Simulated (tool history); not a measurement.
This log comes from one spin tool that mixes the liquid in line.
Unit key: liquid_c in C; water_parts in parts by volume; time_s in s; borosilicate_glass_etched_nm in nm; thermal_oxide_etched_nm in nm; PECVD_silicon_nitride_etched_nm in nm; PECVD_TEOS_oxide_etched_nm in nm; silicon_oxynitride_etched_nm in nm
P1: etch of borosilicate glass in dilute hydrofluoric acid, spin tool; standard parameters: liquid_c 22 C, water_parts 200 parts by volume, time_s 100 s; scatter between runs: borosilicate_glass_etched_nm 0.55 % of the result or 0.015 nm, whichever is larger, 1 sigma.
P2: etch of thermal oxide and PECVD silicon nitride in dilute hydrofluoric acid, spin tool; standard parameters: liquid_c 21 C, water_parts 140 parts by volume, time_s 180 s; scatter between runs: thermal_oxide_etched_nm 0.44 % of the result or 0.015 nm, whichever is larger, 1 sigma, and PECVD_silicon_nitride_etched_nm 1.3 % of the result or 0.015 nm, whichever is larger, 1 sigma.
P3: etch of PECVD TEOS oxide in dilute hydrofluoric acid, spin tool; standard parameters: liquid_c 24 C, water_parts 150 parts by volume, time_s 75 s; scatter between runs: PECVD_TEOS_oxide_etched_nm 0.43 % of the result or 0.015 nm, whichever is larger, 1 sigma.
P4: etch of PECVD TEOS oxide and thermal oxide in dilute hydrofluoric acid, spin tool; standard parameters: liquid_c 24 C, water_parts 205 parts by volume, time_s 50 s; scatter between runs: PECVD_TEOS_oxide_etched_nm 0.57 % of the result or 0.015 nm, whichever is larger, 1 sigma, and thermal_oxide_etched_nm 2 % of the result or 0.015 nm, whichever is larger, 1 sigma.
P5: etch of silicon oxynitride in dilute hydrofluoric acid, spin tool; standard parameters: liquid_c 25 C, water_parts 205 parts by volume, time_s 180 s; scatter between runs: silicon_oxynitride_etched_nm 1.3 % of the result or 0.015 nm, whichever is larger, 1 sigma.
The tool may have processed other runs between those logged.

| run | hour | process | liquid_c | water_parts | time_s | borosilicate_glass_etched_nm | thermal_oxide_etched_nm | PECVD_silicon_nitride_etched_nm | PECVD_TEOS_oxide_etched_nm | silicon_oxynitride_etched_nm |
|---|---|---|---|---|---|---|---|---|---|---|
| 1 | 8.2 | P1 | 22 | 200 | 100 | 12.193 |  |  |  |  |
| 2 | 16.6 | P2 | 21 | 140 | 180 |  | 4.9088 | 1.9179 |  |  |
| 3 | 23.8 | P1 | 22 | 200 | 100 | 12.28 |  |  |  |  |
| 4 | 30.2 | P1 | 22 | 200 | 100 | 12.29 |  |  |  |  |
| 5 | 37.1 | P2 | 21 | 140 | 35 |  | 0.94388 | 0.36993 |  |  |
| 6 | 43.3 | P3 | 24 | 150 | 75 |  |  |  | 8.0391 |  |
| 7 | 50.4 | P3 | 24 | 150 | 75 |  |  |  | 8.1879 |  |
| 8 | 55.3 | P5 | 25 | 205 | 295 |  |  |  |  | 2.943 |
| 9 | 63.1 | P4 | 24 | 330 | 50 |  | 0.55479 |  | 2.4153 |  |
| 10 | 70.5 | P3 | 27.5 | 150 | 75 |  |  |  | 9.2551 |  |
| 11 | 78.9 | P1 | 17.5 | 330 | 100 | 5.6108 |  |  |  |  |
| 12 | 84.3 | P5 | 25 | 205 | 180 |  |  |  |  | 1.8195 |
| 13 | 91.4 | P3 | 24 | 150 | 135 |  |  |  | 14.679 |  |
| 14 | 98.8 | P2 | 17 | 140 | 180 |  | 4.1842 | 1.487 |  |  |
| 15 | 105.3 | P4 | 31 | 205 | 50 |  | 1.2683 |  | 5.6061 |  |
| 16 | 113.6 | P4 | 24 | 205 | 95 |  | 1.8271 |  | 8.3399 |  |
| 17 | 119.9 | P1 | 22 | 200 | 100 | 12.255 |  |  |  |  |
| 18 | 125 | P1 | 22 | 335 | 100 | 6.4092 |  |  |  |  |
| 19 | 133.3 | P1 | 29.5 | 200 | 100 | 16.253 |  |  |  |  |
| 20 | 138.3 | P3 | 24 | 90 | 75 |  |  |  | 14.586 |  |
| 21 | 143.2 | P1 | 22 | 200 | 100 | 12.352 |  |  |  |  |
| 22 | 149.1 | P5 | 25 | 205 | 180 |  |  |  |  | 1.8223 |
| 23 | 156 | P1 | 22 | 200 | 50 | 6.1156 |  |  |  |  |
| 24 | 163.1 | P2 | 21 | 250 | 180 |  | 2.4255 | 1.1081 |  |  |
| 25 | 171 | P5 | 29 | 205 | 180 |  |  |  |  | 2.098 |
| 26 | 179.4 | P1 | 22 | 200 | 170 | 20.926 |  |  |  |  |
| 27 | 183.3 | P1 | 17 | 200 | 100 | 10.1 |  |  |  |  |
| 28 | 189.8 | P4 | 24 | 205 | 50 |  | 0.98797 |  | 4.3398 |  |
| 29 | 195 | P1 | 22 | 85 | 100 | 32.748 |  |  |  |  |
| 30 | 201.4 | P5 | 25 | 320 | 180 |  |  |  |  | 1.0793 |
| 31 | 208.9 | P1 | 22 | 200 | 100 | 12.301 |  |  |  |  |
| 32 | 213 | P1 | 22 | 200 | 100 | 12.107 |  |  |  |  |
| 33 | 220.8 | P1 | 22 | 200 | 100 | 11.692 |  |  |  |  |
| 34 | 229 | P1 | 22 | 200 | 100 | 11.538 |  |  |  |  |
| 35 | 236.3 | P1 | 22 | 200 | 100 | 11.486 |  |  |  |  |

The next listed run, before its measurement:
| 36 | 241.4 | P1 | 22 | 200 | 100 | ? |  |  |  |  |

For run 36 the tool returned borosilicate_glass_etched_nm 11.393 nm.
